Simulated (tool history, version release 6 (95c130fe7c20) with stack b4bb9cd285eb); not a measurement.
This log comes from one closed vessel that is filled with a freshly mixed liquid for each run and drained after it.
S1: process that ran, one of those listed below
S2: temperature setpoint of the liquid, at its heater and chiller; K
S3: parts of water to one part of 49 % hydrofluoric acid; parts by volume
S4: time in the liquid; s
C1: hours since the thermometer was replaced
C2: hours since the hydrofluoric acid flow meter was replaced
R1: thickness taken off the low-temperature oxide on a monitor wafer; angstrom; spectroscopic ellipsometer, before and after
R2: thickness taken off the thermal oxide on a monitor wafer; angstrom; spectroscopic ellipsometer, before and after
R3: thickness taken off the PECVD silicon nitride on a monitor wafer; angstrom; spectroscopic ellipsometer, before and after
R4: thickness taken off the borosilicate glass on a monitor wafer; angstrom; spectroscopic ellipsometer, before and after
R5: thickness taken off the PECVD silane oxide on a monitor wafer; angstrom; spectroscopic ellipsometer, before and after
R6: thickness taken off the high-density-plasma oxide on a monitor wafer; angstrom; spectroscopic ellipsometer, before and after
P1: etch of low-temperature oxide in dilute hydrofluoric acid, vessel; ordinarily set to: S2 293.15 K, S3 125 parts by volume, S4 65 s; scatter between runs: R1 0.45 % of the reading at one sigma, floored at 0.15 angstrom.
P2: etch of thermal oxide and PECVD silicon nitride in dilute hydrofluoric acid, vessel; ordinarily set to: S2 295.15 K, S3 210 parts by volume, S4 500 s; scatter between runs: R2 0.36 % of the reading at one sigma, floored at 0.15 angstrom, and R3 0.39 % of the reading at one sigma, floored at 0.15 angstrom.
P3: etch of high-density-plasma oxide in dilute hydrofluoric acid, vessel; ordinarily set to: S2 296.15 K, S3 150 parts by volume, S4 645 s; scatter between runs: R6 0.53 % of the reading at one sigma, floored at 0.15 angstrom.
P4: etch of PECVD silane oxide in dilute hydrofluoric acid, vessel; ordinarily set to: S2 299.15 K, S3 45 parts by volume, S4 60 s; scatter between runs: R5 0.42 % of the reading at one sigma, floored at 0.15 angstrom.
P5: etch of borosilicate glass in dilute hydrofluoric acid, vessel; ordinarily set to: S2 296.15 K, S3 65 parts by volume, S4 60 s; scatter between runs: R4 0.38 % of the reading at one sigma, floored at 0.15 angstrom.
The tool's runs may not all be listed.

run   hour  S1      S2   S3   S4     C1     C2       R1       R2       R3      R4      R5      R6
  1   13.4  P1  293.15  125   65  379.3  301.4   94.046
  2   24.6  P1  293.15  125   65  390.5  312.6   93.832
  3   32.3  P1  290.15  125   65  398.2  320.3   83.336
  4   41.3  P2  295.15  210  815  407.2  329.3           147.510  100.880
  5   53.8  P5  296.15   65   60  419.7  341.8                             331.78
  6   63.8  P1  297.15   35   65  429.7  351.8  438.710
  7   71.9  P4  299.15   45   60  437.8  359.9                                     597.25
  8   85.5  P4  299.15   45   30  451.4  373.5                                     299.77
  9   96.1  P1  293.15  125   65  462.0  384.1   94.000
 10  106.2  P1  293.15  125   65  472.1  394.2   93.811
 11  113.4  P3  296.15  150  645  479.3  401.4                                             261.86
 12  120.4  P1  293.15   55  110  486.3  408.4  388.980
 13  130.8  P4  299.15   30   60  496.7  418.8                                     909.09
 14  139.6  P5  296.15   65   30  505.5  427.6                             167.35
 15  150.2  P1  290.15  125   30  516.1  438.2   38.162
 16  157.6  P2  295.15  210  500  523.5  445.6            91.383   61.995
 17  164.6  P1  293.15  125   30  530.5  452.6   43.321
     168.7  -- hydrofluoric acid flow meter replaced
 18  175.4  P1  293.15  125   65  541.3    6.7   94.037
 19  189.9  P1  293.15   40   65  555.8   21.2  324.010
 20  203.1  P4  304.65   45   60  569.0   34.4                                     745.38
 21  217.8  P3  296.15  245  645  583.7   49.1                                             144.73
 22  230.0  P3  290.15  150  645  595.9   61.3                                             205.19
 23  238.4  P1  293.15  205   65  604.3   69.7   52.973
 24  251.8  P5  296.15   85   60  617.7   83.1                             247.76
 25  266.3  P2  302.65  210  500  632.2   97.6           118.770   98.061
 26  278.0  P1  293.15  125   65  643.9  109.3   93.263
 27  286.2  P1  298.15  125   65  652.1  117.5  114.120
 28  293.0  P3  296.15  150  930  658.9  124.3                                             377.70
 29  299.9  P5  302.65   65   60  665.8  131.2                             427.07
 30  308.7  P1  293.15  125  115  674.6  140.0  166.060
 31  317.6  P2  295.15  285  500  683.5  148.9            61.808   45.689
 32  324.4  P1  293.15  125   65  690.3  155.7   93.372
 33  336.6  P1  293.15  125   65  702.5  167.9   88.893
 34  347.5  P1  293.15  125   65  713.4  178.8   87.648
 35  360.7  P1  293.15  125   65  726.6  192.0   86.533
 36  367.5  P1  293.15  125   65  733.4  198.8   87.020
 37  374.4  P1  293.15  125   65  740.3  205.7   85.968
 38  386.5  P1  293.15  125   65  752.4  217.8   85.573

Run 39 has not been measured yet. What should we expect?
 39  397.6  P1  293.15  125  65  763.5  228.9   ?

R1: 85.738 angstrom
